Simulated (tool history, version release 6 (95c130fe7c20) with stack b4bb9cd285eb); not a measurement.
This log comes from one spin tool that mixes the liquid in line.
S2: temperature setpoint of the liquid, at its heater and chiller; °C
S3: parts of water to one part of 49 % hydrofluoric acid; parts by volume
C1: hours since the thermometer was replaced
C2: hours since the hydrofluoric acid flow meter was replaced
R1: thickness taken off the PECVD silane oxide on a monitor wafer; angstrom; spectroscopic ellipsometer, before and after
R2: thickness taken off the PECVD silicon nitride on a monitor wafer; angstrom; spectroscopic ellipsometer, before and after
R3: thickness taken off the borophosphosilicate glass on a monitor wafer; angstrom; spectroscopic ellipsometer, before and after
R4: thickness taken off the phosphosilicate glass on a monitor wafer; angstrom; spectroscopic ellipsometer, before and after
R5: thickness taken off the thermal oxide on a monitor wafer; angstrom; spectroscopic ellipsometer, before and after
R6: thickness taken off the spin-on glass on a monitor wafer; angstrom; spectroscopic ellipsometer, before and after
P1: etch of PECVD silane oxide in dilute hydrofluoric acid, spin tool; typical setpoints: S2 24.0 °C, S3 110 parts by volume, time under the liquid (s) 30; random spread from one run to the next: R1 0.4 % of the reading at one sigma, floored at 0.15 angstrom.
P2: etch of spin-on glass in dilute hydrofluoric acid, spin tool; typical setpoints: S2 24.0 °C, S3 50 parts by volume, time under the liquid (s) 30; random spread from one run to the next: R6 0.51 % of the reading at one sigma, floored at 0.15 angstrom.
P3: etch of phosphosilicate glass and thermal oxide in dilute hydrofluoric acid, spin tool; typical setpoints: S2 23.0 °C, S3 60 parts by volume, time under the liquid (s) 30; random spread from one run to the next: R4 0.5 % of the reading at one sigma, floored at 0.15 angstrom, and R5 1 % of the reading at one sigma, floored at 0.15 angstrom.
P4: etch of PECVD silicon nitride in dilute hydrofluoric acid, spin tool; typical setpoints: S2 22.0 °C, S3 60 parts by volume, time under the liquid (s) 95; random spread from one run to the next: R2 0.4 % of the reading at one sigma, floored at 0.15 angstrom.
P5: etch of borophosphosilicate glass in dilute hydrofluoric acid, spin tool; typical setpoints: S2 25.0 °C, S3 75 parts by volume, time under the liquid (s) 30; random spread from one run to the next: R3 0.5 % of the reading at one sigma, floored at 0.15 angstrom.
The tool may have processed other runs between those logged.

Run 1, day 0.529: process that ran P1, S2 24.0 °C, S3 110 parts by volume, time under the liquid (s) 30; C1 1700.1; C2 1312.2. Result: R1 51.455 angstrom.
Run 2, day 1.229: process that ran P4, S2 22.0 °C, S3 60 parts by volume, time under the liquid (s) 165; C1 1716.9; C2 1329.0. Result: R2 113.050 angstrom.
Run 3, day 1.775: process that ran P1, S2 19.5 °C, S3 55 parts by volume, time under the liquid (s) 30; C1 1730.0; C2 1342.1. Result: R1 91.285 angstrom.
Run 4, day 2.383: process that ran P5, S2 25.0 °C, S3 75 parts by volume, time under the liquid (s) 55; C1 1744.6; C2 1356.7. Result: R3 480.14 angstrom.
Run 5, day 2.792: process that ran P3, S2 17.0 °C, S3 60 parts by volume, time under the liquid (s) 30; C1 1754.4; C2 1366.5. Result: R4 518.70 angstrom, R5 17.347 angstrom.
Run 6, day 3.458: process that ran P3, S2 23.0 °C, S3 60 parts by volume, time under the liquid (s) 65; C1 1770.4; C2 1382.5. Result: R4 1439.40 angstrom, R5 46.969 angstrom.
Run 7, day 3.838: process that ran P1, S2 24.0 °C, S3 165 parts by volume, time under the liquid (s) 30; C1 1779.5; C2 1391.6. Result: R1 32.287 angstrom.
Run 8, day 4.492: process that ran P2, S2 24.0 °C, S3 50 parts by volume, time under the liquid (s) 45; C1 1795.2; C2 1407.3. Result: R6 428.98 angstrom.
Run 9, day 5.192: process that ran P2, S2 24.0 °C, S3 50 parts by volume, time under the liquid (s) 30; C1 1812.0; C2 1424.1. Result: R6 285.00 angstrom.
Run 10, day 5.825: process that ran P1, S2 24.0 °C, S3 110 parts by volume, time under the liquid (s) 30; C1 1827.2; C2 1439.3. Result: R1 51.805 angstrom.
Run 11, day 6.196: process that ran P1, S2 24.0 °C, S3 60 parts by volume, time under the liquid (s) 30; C1 1836.1; C2 1448.2. Result: R1 100.470 angstrom.
Run 12, day 6.708: process that ran P5, S2 25.0 °C, S3 20 parts by volume, time under the liquid (s) 30; C1 1848.4; C2 1460.5. Result: R3 1048.30 angstrom.
Run 13, day 7.092: process that ran P5, S2 25.0 °C, S3 75 parts by volume, time under the liquid (s) 30; C1 1857.6; C2 1469.7. Result: R3 261.55 angstrom.
Run 14, day 7.642: process that ran P1, S2 19.5 °C, S3 110 parts by volume, time under the liquid (s) 30; C1 1870.8; C2 1482.9. Result: R1 43.317 angstrom.
Run 15, day 7.962: process that ran P1, S2 24.0 °C, S3 110 parts by volume, time under the liquid (s) 30; C1 1878.5; C2 1490.6. Result: R1 52.076 angstrom.
Run 16, day 8.546: process that ran P5, S2 31.0 °C, S3 75 parts by volume, time under the liquid (s) 30; C1 1892.5; C2 1504.6. Result: R3 329.09 angstrom.
Run 17, day 9.150: process that ran P4, S2 22.0 °C, S3 60 parts by volume, time under the liquid (s) 95; C1 1907.0; C2 1519.1. Result: R2 65.098 angstrom.
Run 18, day 9.492: process that ran P3, S2 23.0 °C, S3 95 parts by volume, time under the liquid (s) 30; C1 1915.2; C2 1527.3. Result: R4 402.03 angstrom, R5 13.157 angstrom.
Run 19, day 10.158: process that ran P1, S2 24.0 °C, S3 110 parts by volume, time under the liquid (s) 30; C1 1931.2; C2 1543.3. Result: R1 51.591 angstrom.
Run 20, day 10.542: process that ran P1, S2 24.0 °C, S3 110 parts by volume, time under the liquid (s) 30; C1 1940.4; C2 1552.5. Result: R1 51.544 angstrom.
Run 21, day 11.221: process that ran P2, S2 20.0 °C, S3 50 parts by volume, time under the liquid (s) 30; C1 1956.7; C2 1568.8. Result: R6 241.77 angstrom.
Run 22, day 11.771: process that ran P2, S2 24.0 °C, S3 50 parts by volume, time under the liquid (s) 30; C1 1969.9; C2 1582.0. Result: R6 285.44 angstrom.
Run 23, day 12.138: process that ran P1, S2 31.5 °C, S3 110 parts by volume, time under the liquid (s) 30; C1 1978.7; C2 1590.8. Result: R1 68.439 angstrom.
Run 24, day 12.758: process that ran P2, S2 24.0 °C, S3 70 parts by volume, time under the liquid (s) 30; C1 1993.6; C2 1605.7. Result: R6 200.20 angstrom.
Run 25, day 13.479: process that ran P1, S2 24.0 °C, S3 110 parts by volume, time under the liquid (s) 30; C1 2010.9; C2 1623.0. Result: R1 51.524 angstrom.
Run 26, day 13.892: process that ran P4, S2 22.0 °C, S3 100 parts by volume, time under the liquid (s) 95; C1 2020.8; C2 1632.9. Result: R2 39.572 angstrom.
Run 27, day 14.404: process that ran P3, S2 23.0 °C, S3 60 parts by volume, time under the liquid (s) 30; C1 2033.1; C2 1645.2. Result: R4 665.80 angstrom, R5 21.547 angstrom.
Run 28, day 14.854: process that ran P1, S2 24.0 °C, S3 110 parts by volume, time under the liquid (s) 60; C1 2043.9; C2 1656.0. Result: R1 102.770 angstrom.

Run 29 has not been measured yet. What should we expect?
Run 29, day 15.579: process that ran P4, S2 29.0 °C, S3 60 parts by volume, time under the liquid (s) 95; C1 2061.3; C2 1673.4. Result: R2 ?.

{"run 29": {"R2": 104.33}}
